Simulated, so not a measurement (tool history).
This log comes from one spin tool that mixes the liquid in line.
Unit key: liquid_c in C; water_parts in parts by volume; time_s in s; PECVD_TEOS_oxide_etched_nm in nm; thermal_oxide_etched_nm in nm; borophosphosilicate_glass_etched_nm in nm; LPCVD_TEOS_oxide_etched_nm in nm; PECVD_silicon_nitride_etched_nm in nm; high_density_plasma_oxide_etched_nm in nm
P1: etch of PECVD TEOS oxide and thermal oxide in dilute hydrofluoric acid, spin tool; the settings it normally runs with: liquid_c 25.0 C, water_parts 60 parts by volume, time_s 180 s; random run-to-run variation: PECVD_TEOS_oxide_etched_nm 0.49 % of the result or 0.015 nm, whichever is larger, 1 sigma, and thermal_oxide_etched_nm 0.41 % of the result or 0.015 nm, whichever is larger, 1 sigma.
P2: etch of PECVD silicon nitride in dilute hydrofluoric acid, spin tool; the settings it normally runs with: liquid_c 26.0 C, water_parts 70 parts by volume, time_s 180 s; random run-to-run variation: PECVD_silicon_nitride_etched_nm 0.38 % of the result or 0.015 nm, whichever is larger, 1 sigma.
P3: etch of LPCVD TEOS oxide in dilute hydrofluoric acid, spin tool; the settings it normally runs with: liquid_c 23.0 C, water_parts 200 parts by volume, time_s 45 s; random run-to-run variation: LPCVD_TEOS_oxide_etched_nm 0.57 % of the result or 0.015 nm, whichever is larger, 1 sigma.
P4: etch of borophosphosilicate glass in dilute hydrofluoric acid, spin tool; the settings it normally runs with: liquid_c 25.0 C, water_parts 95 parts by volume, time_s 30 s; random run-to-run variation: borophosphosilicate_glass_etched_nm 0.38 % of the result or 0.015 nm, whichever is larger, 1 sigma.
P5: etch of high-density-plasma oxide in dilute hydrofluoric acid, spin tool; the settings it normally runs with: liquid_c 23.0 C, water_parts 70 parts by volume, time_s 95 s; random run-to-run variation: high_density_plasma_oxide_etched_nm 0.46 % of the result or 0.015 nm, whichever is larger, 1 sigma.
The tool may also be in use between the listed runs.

run   hour  process  liquid_c  water_parts  time_s  hours since the thermometer was replaced  hours since the hydrofluoric acid flow meter was replaced  PECVD_TEOS_oxide_etched_nm  thermal_oxide_etched_nm  borophosphosilicate_glass_etched_nm  LPCVD_TEOS_oxide_etched_nm  PECVD_silicon_nitride_etched_nm  high_density_plasma_oxide_etched_nm
  1    9.6       P1      25.0           60     180                                     729.9                                                      458.5                     35.4070                  15.4270
  2   22.9       P1      25.0           60     320                                     743.2                                                      471.8                     62.6780                  27.2770
  3   36.0       P4      25.0           95      30                                     756.3                                                      484.9                                                                                   12.8240
  4   48.3       P4      21.0           95      30                                     768.6                                                      497.2                                                                                   10.9080
  5   56.3       P4      25.0           95      30                                     776.6                                                      505.2                                                                                   12.8530
  6   65.9       P3      23.0          200      45                                     786.2                                                      514.8                                                                                                                7.7498
  7   73.8       P1      25.0           60     180                                     794.1                                                      522.7                     35.3030                  15.4230
  8   87.0       P1      25.0           60     180                                     807.3                                                      535.9                     35.3590                  15.2910
  9   97.8       P4      25.0           95      15                                     818.1                                                      546.7                                                                                    6.4102
 10  106.0       P1      25.0           20     180                                     826.3                                                      554.9                    112.2400                  48.7020
 11  118.1       P2      26.0          100     180                                     838.4                                                      567.0                                                                                                                                                5.48710
 12  126.5       P1      25.0           90     180                                     846.8                                                      575.4                     22.7230                   9.8317
 13  139.5       P2      26.0           70      15                                     859.8                                                      588.4                                                                                                                                                0.64821
 14  150.8       P1      25.0           20      95                                     871.1                                                      599.7                     58.9200                  25.8920
 15  161.7       P5      23.0           70      20                                     882.0                                                      610.6                                                                                                                                                                                      1.4532
 16  172.8       P2      26.0           70     180                                     893.1                                                      621.7                                                                                                                                                7.81000
 17  183.6       P3      23.0          200      80                                     903.9                                                      632.5                                                                                                               13.7990
 18  195.3       P2      34.0           70     180                                     915.6                                                      644.2                                                                                                                                               13.11100
 19  202.5       P1      18.5           60     180                                     922.8                                                      651.4                     26.9210                  11.7910
 20  215.2       P5      23.0           70      95                                     935.5                                                      664.1                                                                                                                                                                                      6.8572
 21  226.0       P5      17.0           70      95                                     946.3                                                      674.9                                                                                                                                                                                      5.3748
 22  237.2       P4      25.0          170      30                                     957.5                                                      686.1                                                                                    6.5328
     244.0  -- hydrofluoric acid flow meter replaced
 23  244.9       P5      23.0           20      95                                     965.2                                                        0.9                                                                                                                                                                                     25.5710
 24  259.3       P3      31.5          200      45                                     979.6                                                       15.3                                                                                                               10.4940
 25  268.6       P1      25.0           60      30                                     988.9                                                       24.6                      5.8698                   2.5797
 26  281.5       P1      29.0           60     180                                    1001.8                                                       37.5                     41.2020                  18.1930
 27  288.6       P3      23.0           40      45                                    1008.9                                                       44.6                                                                                                               47.0870
 28  302.9       P1      25.0           60     180                                    1023.2                                                       58.9                     35.3800                  15.3850
 29  311.8       P1      25.0           60     180                                    1032.1                                                       67.8                     35.1120                  15.4130
 30  325.4       P1      25.0           60     180                                    1045.7                                                       81.4                     35.4720                  15.4120
 31  336.3       P1      25.0           60     180                                    1056.6                                                       92.3                     36.2830                  15.7670
 32  346.6       P1      25.0           60     180                                    1066.9                                                      102.6                     36.8060                  16.0510
 33  354.2       P1      25.0           60     180                                    1074.5                                                      110.2                     36.9280                  16.1280
 34  361.1       P1      25.0           60     180                                    1081.4                                                      117.1                     37.3400                  16.2320
 35  368.7       P1      25.0           60     180                                    1089.0                                                      124.7                     37.5710                  16.3860
 36  377.3       P1      25.0           60     180                                    1097.6                                                      133.3                     37.8880                  16.4780
 37  383.8       P1      25.0           60     180                                    1104.1                                                      139.8                     37.7030                  16.4380
 38  396.8       P1      25.0           60     180                                    1117.1                                                      152.8                     37.7730                  16.4490
 39  410.2       P1      25.0           60     180                                    1130.5                                                      166.2                     37.8880                  16.5610
 40  420.5       P1      25.0           60     180                                    1140.8                                                      176.5                     37.7860                  16.4600

What P1 gives has crept off from where it sat before. The 2 causes that follow fit the log equally well, each at the size noted:
A: liquid hotter than its thermometer reads (K) = 1.73
B: hydrofluoric acid flow above the setpoint (%) = 6.66
At approximately hour 325.4, the process output began to creep.

Below are 4 check runs, each on a single wafer, with their results shown as question marks. Which of them would tell the listed causes apart, meaning the causes would give clearly different results under it?
check 1  430.8       P5      23.0           70      95                                                                                                                                                                                                                                                                                                ?
check 2  430.8       P2      26.0           70     180                                                                                                                                                                                                                                                           ?
check 3  430.8       P4      25.0           95      30                                                                                                                                                                                              ?
check 4  430.8       P3      23.0          200      45                                                                                                                                                                                                                          ?

Check results expected under each cause:
  check                               result     if A     if B
check 1  high_density_plasma_oxide_etched_nm   7.3598   7.3584
check 2      PECVD_silicon_nitride_etched_nm  8.79570  8.37200
check 3  borophosphosilicate_glass_etched_nm  13.7340  13.7940
check 4           LPCVD_TEOS_oxide_etched_nm   8.2655   8.3793
Separation of the two closest causes in each check, using whichever result separates them best: check 1 0.02 %; check 2 4.94 %; check 3 0.44 %; check 4 1.37 %
Only check 2 tells the causes apart: in the others they would give nearly the same result.

Running check 2 produced the following: PECVD_silicon_nitride_etched_nm 8.35100 nm. Which one of the listed causes fits?

The correct cause is B, namely: hydrofluoric acid flow above the setpoint (%).
